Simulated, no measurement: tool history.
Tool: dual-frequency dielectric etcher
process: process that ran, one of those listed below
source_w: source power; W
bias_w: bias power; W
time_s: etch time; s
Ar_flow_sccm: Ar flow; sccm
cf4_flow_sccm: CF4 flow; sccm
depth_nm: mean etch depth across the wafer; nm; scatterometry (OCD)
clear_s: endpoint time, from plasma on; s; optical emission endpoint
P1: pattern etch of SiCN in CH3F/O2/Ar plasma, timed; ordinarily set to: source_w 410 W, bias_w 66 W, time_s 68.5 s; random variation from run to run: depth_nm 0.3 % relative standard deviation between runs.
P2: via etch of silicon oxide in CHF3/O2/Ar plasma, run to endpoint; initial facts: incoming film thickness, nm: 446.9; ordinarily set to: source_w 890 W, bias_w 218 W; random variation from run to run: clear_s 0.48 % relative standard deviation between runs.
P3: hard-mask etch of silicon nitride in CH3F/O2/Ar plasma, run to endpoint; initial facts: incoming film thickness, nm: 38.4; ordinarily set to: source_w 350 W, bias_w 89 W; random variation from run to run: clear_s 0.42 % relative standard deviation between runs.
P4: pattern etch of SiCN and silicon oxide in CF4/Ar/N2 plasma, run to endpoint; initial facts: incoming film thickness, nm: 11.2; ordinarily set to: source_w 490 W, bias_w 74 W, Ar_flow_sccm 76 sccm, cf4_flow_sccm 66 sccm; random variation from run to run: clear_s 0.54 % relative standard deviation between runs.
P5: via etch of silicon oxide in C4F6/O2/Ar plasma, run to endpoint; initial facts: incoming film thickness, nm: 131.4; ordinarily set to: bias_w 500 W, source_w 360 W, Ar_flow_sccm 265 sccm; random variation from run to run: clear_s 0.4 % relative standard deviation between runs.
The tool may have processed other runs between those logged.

Run 1, hour 7.6: process P1, source_w 410 W, bias_w 66 W, time_s 68.5 s. Result: depth_nm 25.437 nm.
Run 2, hour 18.5: process P4, source_w 490 W, bias_w 74 W, Ar_flow_sccm 76 sccm, cf4_flow_sccm 66 sccm. Result: clear_s 11.6430 s.
Run 3, hour 24.0: process P1, source_w 410 W, bias_w 66 W, time_s 68.5 s. Result: depth_nm 25.426 nm.
Run 4, hour 32.4: process P3, source_w 350 W, bias_w 54 W. Result: clear_s 63.3890 s.
Run 5, hour 39.7: process P1, source_w 410 W, bias_w 66 W, time_s 68.5 s. Result: depth_nm 25.395 nm.
Run 6, hour 46.3: process P1, source_w 410 W, bias_w 48 W, time_s 68.5 s. Result: depth_nm 22.757 nm.
Run 7, hour 52.3: process P4, source_w 490 W, bias_w 74 W, Ar_flow_sccm 76 sccm, cf4_flow_sccm 52 sccm. Result: clear_s 11.9020 s.
Run 8, hour 57.9: process P4, source_w 680 W, bias_w 74 W, Ar_flow_sccm 76 sccm, cf4_flow_sccm 66 sccm. Result: clear_s 8.6122 s.
Run 9, hour 70.4: process P4, source_w 490 W, bias_w 103 W, Ar_flow_sccm 76 sccm, cf4_flow_sccm 66 sccm. Result: clear_s 10.3210 s.
Run 10, hour 78.5: process P2, source_w 890 W, bias_w 218 W. Result: clear_s 180.8400 s.
Run 11, hour 88.4: process P1, source_w 260 W, bias_w 66 W, time_s 68.5 s. Result: depth_nm 21.402 nm.
Run 12, hour 96.3: process P3, source_w 350 W, bias_w 89 W. Result: clear_s 53.0860 s.
Run 13, hour 102.4: process P4, source_w 490 W, bias_w 74 W, Ar_flow_sccm 76 sccm, cf4_flow_sccm 66 sccm. Result: clear_s 11.4990 s.
Run 14, hour 110.0: process P3, source_w 350 W, bias_w 89 W. Result: clear_s 52.8920 s.
Run 15, hour 116.1: process P4, source_w 490 W, bias_w 74 W, Ar_flow_sccm 97 sccm, cf4_flow_sccm 66 sccm. Result: clear_s 12.0250 s.
At hour 119.7: wet clean of the chamber.
Run 16, hour 126.5: process P5, source_w 500 W, bias_w 500 W, Ar_flow_sccm 265 sccm. Result: clear_s 25.7200 s.
Run 17, hour 134.1: process P1, source_w 410 W, bias_w 66 W, time_s 90.0 s. Result: depth_nm 33.475 nm.
Run 18, hour 143.7: process P1, source_w 330 W, bias_w 42 W, time_s 68.5 s. Result: depth_nm 20.088 nm.
Run 19, hour 152.5: process P1, source_w 410 W, bias_w 66 W, time_s 68.5 s. Result: depth_nm 25.289 nm.
Run 20, hour 158.6: process P1, source_w 410 W, bias_w 79 W, time_s 68.5 s. Result: depth_nm 27.150 nm.
Run 21, hour 168.5: process P2, source_w 560 W, bias_w 218 W. Result: clear_s 213.9100 s.
Run 22, hour 178.1: process P5, source_w 360 W, bias_w 500 W, Ar_flow_sccm 342 sccm. Result: clear_s 29.9970 s.
Run 23, hour 190.5: process P1, source_w 410 W, bias_w 66 W, time_s 48.0 s. Result: depth_nm 17.869 nm.
Run 24, hour 201.7: process P5, source_w 360 W, bias_w 694 W, Ar_flow_sccm 265 sccm. Result: clear_s 25.8340 s.
Run 25, hour 210.3: process P1, source_w 570 W, bias_w 66 W, time_s 68.5 s. Result: depth_nm 28.733 nm.
Run 26, hour 220.0: process P2, source_w 890 W, bias_w 160 W. Result: clear_s 198.0200 s.
Run 27, hour 225.9: process P3, source_w 480 W, bias_w 89 W. Result: clear_s 47.3690 s.
Run 28, hour 236.0: process P5, source_w 360 W, bias_w 500 W, Ar_flow_sccm 265 sccm. Result: clear_s 29.2400 s.
Run 29, hour 242.2: process P1, source_w 410 W, bias_w 66 W, time_s 68.5 s. Result: depth_nm 25.315 nm.
Run 30, hour 253.3: process P1, source_w 410 W, bias_w 66 W, time_s 68.5 s. Result: depth_nm 25.553 nm.
Run 31, hour 260.4: process P1, source_w 410 W, bias_w 66 W, time_s 68.5 s. Result: depth_nm 25.835 nm.
Run 32, hour 266.8: process P1, source_w 410 W, bias_w 66 W, time_s 68.5 s. Result: depth_nm 25.566 nm.
Run 33, hour 272.3: process P1, source_w 410 W, bias_w 66 W, time_s 68.5 s. Result: depth_nm 25.662 nm.
Run 34, hour 278.5: process P1, source_w 410 W, bias_w 66 W, time_s 68.5 s. Result: depth_nm 25.676 nm.
Run 35, hour 284.3: process P1, source_w 410 W, bias_w 66 W, time_s 68.5 s. Result: depth_nm 25.827 nm.
At hour 285.6: wet clean of the chamber.
Run 36, hour 296.3: process P1, source_w 410 W, bias_w 66 W, time_s 68.5 s. Result: depth_nm 25.835 nm.
Run 37, hour 305.0: process P1, source_w 410 W, bias_w 66 W, time_s 68.5 s. Result: depth_nm 25.907 nm.
Run 38, hour 311.8: process P1, source_w 410 W, bias_w 66 W, time_s 68.5 s. Result: depth_nm 25.743 nm.

What P1 gives has crept off from where it sat before. The 2 causes that follow fit the log equally well, each at the size noted:
A: bias power that arrives over what is set, % = 4.47
B: source power that arrives over what is set, % = 4.1
Onset of the creep was near hour 242.2.
The rest of the possible causes, and what rules out each one:
chamber walls in a state that raises the etch rate, %: its service at hour 285.6 followed the start of the drift and did not put the process back to its old value

The list below offers 4 check runs, each averaging the results of 5 wafers, and shows each result as a question mark. For which of them would the listed causes give clearly different results?
Run check 1, hour 318.6: process P4, source_w 590 W, bias_w 74 W, Ar_flow_sccm 76 sccm, cf4_flow_sccm 66 sccm. Result: clear_s ?.
Run check 2, hour 318.6: process P5, source_w 430 W, bias_w 500 W, Ar_flow_sccm 265 sccm. Result: clear_s ?.
Run check 3, hour 318.6: process P2, source_w 700 W, bias_w 168 W. Result: clear_s ?.
Run check 4, hour 318.6: process P3, source_w 440 W, bias_w 89 W. Result: clear_s ?.

Outcome of each check run for each possible cause:
  check   result      if A      if B
check 1  clear_s    9.6412    9.4359
check 2  clear_s   26.8660   26.9070
check 3  clear_s  212.4500  212.2200
check 4  clear_s   48.0850   48.1120
How far apart the two closest causes lie, in the result that separates them most: check 1 2.15 %; check 2 0.15 %; check 3 0.11 %; check 4 0.06 %
Check 1 is the one run that separates the causes; every other check would come out nearly the same whichever cause is at work.

The results of check 1 are: clear_s 9.4229 s. Based on these, which of the listed causes is it?

Of the candidate causes, it is B: source power that arrives over what is set, %.
